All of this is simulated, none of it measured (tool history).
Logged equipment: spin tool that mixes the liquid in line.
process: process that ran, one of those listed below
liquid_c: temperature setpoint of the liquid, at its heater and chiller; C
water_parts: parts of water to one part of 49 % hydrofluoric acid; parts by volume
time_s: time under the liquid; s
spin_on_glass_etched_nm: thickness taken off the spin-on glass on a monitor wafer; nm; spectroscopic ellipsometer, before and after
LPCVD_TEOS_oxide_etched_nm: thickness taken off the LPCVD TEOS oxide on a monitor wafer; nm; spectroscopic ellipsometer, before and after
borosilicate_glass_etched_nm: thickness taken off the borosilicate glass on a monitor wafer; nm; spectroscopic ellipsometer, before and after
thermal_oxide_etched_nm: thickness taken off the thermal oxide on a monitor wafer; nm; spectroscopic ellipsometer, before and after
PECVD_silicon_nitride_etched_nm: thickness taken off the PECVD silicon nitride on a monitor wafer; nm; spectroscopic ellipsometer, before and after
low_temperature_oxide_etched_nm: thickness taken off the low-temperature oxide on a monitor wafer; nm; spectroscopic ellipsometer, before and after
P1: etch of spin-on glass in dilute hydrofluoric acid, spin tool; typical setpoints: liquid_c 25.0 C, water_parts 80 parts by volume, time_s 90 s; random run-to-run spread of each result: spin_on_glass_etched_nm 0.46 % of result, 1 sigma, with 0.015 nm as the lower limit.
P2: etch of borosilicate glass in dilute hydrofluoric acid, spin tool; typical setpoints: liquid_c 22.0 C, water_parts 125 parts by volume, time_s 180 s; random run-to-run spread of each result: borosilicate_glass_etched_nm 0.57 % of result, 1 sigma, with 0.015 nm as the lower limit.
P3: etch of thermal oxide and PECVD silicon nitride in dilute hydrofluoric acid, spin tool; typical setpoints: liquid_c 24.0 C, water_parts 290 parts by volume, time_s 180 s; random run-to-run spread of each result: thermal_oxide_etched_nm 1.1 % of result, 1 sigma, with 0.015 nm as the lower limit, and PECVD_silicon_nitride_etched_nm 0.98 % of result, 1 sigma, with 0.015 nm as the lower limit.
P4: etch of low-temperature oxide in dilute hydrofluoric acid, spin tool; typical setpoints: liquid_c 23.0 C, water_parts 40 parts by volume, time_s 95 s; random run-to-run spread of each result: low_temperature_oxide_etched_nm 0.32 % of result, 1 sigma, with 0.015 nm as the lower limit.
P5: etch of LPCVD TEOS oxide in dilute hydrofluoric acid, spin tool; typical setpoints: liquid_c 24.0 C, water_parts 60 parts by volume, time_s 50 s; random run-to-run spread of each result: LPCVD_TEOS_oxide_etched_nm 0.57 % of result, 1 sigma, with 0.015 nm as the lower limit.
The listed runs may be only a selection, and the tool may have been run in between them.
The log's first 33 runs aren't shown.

run   hour  process  liquid_c  water_parts  time_s  spin_on_glass_etched_nm  LPCVD_TEOS_oxide_etched_nm  borosilicate_glass_etched_nm  thermal_oxide_etched_nm  PECVD_silicon_nitride_etched_nm  low_temperature_oxide_etched_nm
 34  404.4       P1      25.0           80      90                  42.2640
 35  412.8       P1      25.0           80      90                  42.6150
 36  421.6       P1      25.0           80      90                  42.6870
 37  430.6       P1      25.0           80      90                  42.8620
 38  442.6       P1      25.0           80      90                  42.8420
 39  451.4       P1      25.0           80      90                  42.4750
 40  465.1       P1      25.0           80      90                  42.9280
 41  478.3       P1      25.0           80      90                  42.9320

Predict the results of run 42:
 42  490.9       P1      25.0           80      90                        ?

Run 42 measured spin_on_glass_etched_nm 42.9660 nm.
